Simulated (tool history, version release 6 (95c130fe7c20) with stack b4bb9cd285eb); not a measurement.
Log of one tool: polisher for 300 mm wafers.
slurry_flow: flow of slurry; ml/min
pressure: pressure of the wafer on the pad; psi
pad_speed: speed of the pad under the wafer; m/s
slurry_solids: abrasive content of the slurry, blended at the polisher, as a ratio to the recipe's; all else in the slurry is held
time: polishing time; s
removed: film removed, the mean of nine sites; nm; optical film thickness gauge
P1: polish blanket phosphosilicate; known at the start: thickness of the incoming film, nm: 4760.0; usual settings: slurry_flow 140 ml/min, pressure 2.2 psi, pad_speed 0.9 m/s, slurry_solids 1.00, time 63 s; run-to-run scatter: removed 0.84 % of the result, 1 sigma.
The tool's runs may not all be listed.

{"run": 1, "hour": 9.5, "slurry_flow": 140, "pressure": 2.2, "pad_speed": 0.9, "slurry_solids": 1.0, "time": 63, "removed": 324.59}
{"run": 2, "hour": 26.5, "slurry_flow": 90, "pressure": 2.2, "pad_speed": 0.9, "slurry_solids": 0.65, "time": 63, "removed": 233.94}
{"run": 3, "hour": 38.6, "slurry_flow": 140, "pressure": 2.2, "pad_speed": 0.4, "slurry_solids": 1.0, "time": 63, "removed": 165.8}
{"run": 4, "hour": 46.5, "slurry_flow": 140, "pressure": 3.4, "pad_speed": 0.9, "slurry_solids": 1.0, "time": 63, "removed": 487.46}
{"run": 5, "hour": 57.7, "slurry_flow": 190, "pressure": 2.2, "pad_speed": 0.9, "slurry_solids": 1.0, "time": 63, "removed": 337.04}
{"run": 6, "hour": 72.5, "slurry_flow": 140, "pressure": 2.2, "pad_speed": 0.9, "slurry_solids": 1.0, "time": 63, "removed": 318.98}
{"run": 7, "hour": 84.8, "slurry_flow": 140, "pressure": 2.2, "pad_speed": 0.9, "slurry_solids": 1.0, "time": 37, "removed": 186.73}
{"run": 8, "hour": 95.1, "slurry_flow": 140, "pressure": 1.0, "pad_speed": 0.9, "slurry_solids": 1.0, "time": 63, "removed": 146.38}
{"run": 9, "hour": 111.7, "slurry_flow": 85, "pressure": 2.2, "pad_speed": 0.9, "slurry_solids": 1.0, "time": 63, "removed": 282.17}
{"run": 10, "hour": 124.4, "slurry_flow": 140, "pressure": 2.2, "pad_speed": 0.9, "slurry_solids": 1.0, "time": 63, "removed": 317.77}
{"run": 11, "hour": 137.5, "slurry_flow": 140, "pressure": 2.2, "pad_speed": 0.9, "slurry_solids": 1.0, "time": 63, "removed": 321.94}
{"run": 12, "hour": 148.9, "slurry_flow": 140, "pressure": 2.2, "pad_speed": 0.9, "slurry_solids": 1.0, "time": 63, "removed": 320.12}
{"run": 13, "hour": 157.4, "slurry_flow": 140, "pressure": 2.2, "pad_speed": 1.3, "slurry_solids": 1.0, "time": 63, "removed": 433.94}
{"run": 14, "hour": 167.5, "slurry_flow": 140, "pressure": 2.2, "pad_speed": 0.9, "slurry_solids": 0.55, "time": 63, "removed": 230.16}
{"run": 15, "hour": 178.6, "slurry_flow": 140, "pressure": 2.2, "pad_speed": 0.9, "slurry_solids": 1.0, "time": 98, "removed": 496.82}
{"run": 16, "hour": 193.7, "slurry_flow": 140, "pressure": 2.2, "pad_speed": 0.9, "slurry_solids": 1.0, "time": 63, "removed": 318.38}
{"run": 17, "hour": 209.1, "slurry_flow": 140, "pressure": 2.2, "pad_speed": 0.9, "slurry_solids": 1.4, "time": 63, "removed": 366.49}
{"run": 18, "hour": 219.8, "slurry_flow": 140, "pressure": 2.2, "pad_speed": 0.9, "slurry_solids": 1.0, "time": 63, "removed": 318.09}
{"run": 19, "hour": 228.4, "slurry_flow": 140, "pressure": 2.2, "pad_speed": 0.9, "slurry_solids": 1.0, "time": 63, "removed": 310.29}
{"run": 20, "hour": 239.9, "slurry_flow": 140, "pressure": 2.2, "pad_speed": 0.9, "slurry_solids": 1.0, "time": 63, "removed": 299.59}
{"run": 21, "hour": 253.1, "slurry_flow": 140, "pressure": 2.2, "pad_speed": 0.9, "slurry_solids": 1.0, "time": 63, "removed": 298.21}
{"hour": 268.8, "done": "slurry nozzle cleaned"}
{"run": 22, "hour": 269.2, "slurry_flow": 140, "pressure": 2.2, "pad_speed": 0.9, "slurry_solids": 1.0, "time": 63, "removed": 285.43}
{"run": 23, "hour": 281.6, "slurry_flow": 140, "pressure": 2.2, "pad_speed": 0.9, "slurry_solids": 1.0, "time": 63, "removed": 286.83}
{"hour": 294.8, "done": "conditioning disc replaced and pad reconditioned"}
{"hour": 296.4, "done": "head pressure recalibrated"}
{"run": 24, "hour": 299.2, "slurry_flow": 140, "pressure": 2.2, "pad_speed": 0.9, "slurry_solids": 1.0, "time": 63, "removed": 283.48}
{"run": 25, "hour": 308.6, "slurry_flow": 140, "pressure": 2.2, "pad_speed": 0.9, "slurry_solids": 1.0, "time": 63, "removed": 284.86}
{"run": 26, "hour": 320.0, "slurry_flow": 140, "pressure": 2.2, "pad_speed": 0.9, "slurry_solids": 1.0, "time": 63, "removed": 279.42}

The next listed run, before its measurement:
{"run": 27, "hour": 333.6, "slurry_flow": 140, "pressure": 2.2, "pad_speed": 0.9, "slurry_solids": 1.0, "time": 63, "removed": "?"}

{"run 27": {"removed": 283.08}}
